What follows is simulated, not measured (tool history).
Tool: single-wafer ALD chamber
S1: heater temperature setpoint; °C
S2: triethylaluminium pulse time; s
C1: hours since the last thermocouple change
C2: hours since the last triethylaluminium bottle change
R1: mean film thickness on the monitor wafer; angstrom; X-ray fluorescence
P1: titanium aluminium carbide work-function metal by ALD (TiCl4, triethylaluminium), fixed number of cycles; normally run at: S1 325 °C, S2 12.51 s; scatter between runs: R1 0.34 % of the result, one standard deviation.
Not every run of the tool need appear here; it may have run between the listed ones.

{"run": 1, "hour": 9.5, "S1": 325, "S2": 12.51, "C1": 222.9, "C2": 356.1, "R1": 22.837}
{"run": 2, "hour": 17.8, "S1": 349, "S2": 12.51, "C1": 231.2, "C2": 364.4, "R1": 24.977}
{"run": 3, "hour": 26.4, "S1": 302, "S2": 12.51, "C1": 239.8, "C2": 373.0, "R1": 20.746}
{"run": 4, "hour": 35.7, "S1": 342, "S2": 18.14, "C1": 249.1, "C2": 382.3, "R1": 24.692}
{"run": 5, "hour": 45.2, "S1": 325, "S2": 16.19, "C1": 258.6, "C2": 391.8, "R1": 23.07}
{"run": 6, "hour": 54.0, "S1": 325, "S2": 4.75, "C1": 267.4, "C2": 400.6, "R1": 18.642}
{"run": 7, "hour": 65.6, "S1": 342, "S2": 6.11, "C1": 279.0, "C2": 412.2, "R1": 21.646}
{"run": 8, "hour": 78.3, "S1": 325, "S2": 12.51, "C1": 291.7, "C2": 424.9, "R1": 22.918}
{"run": 9, "hour": 88.8, "S1": 325, "S2": 12.51, "C1": 302.2, "C2": 435.4, "R1": 22.902}
{"hour": 89.8, "done": "triethylaluminium bottle replaced"}
{"run": 10, "hour": 103.8, "S1": 348, "S2": 17.44, "C1": 317.2, "C2": 14.0, "R1": 25.189}
{"run": 11, "hour": 118.2, "S1": 325, "S2": 12.51, "C1": 331.6, "C2": 28.4, "R1": 22.897}
{"run": 12, "hour": 127.6, "S1": 325, "S2": 12.51, "C1": 341.0, "C2": 37.8, "R1": 22.872}
{"run": 13, "hour": 138.1, "S1": 325, "S2": 12.51, "C1": 351.5, "C2": 48.3, "R1": 22.875}

Estimate the outcome of run 14 from the log above:
{"run": 14, "hour": 149.0, "S1": 325, "S2": 12.51, "C1": 362.4, "C2": 59.2, "R1": "?"}

{"run 14": {"R1": 22.693}}

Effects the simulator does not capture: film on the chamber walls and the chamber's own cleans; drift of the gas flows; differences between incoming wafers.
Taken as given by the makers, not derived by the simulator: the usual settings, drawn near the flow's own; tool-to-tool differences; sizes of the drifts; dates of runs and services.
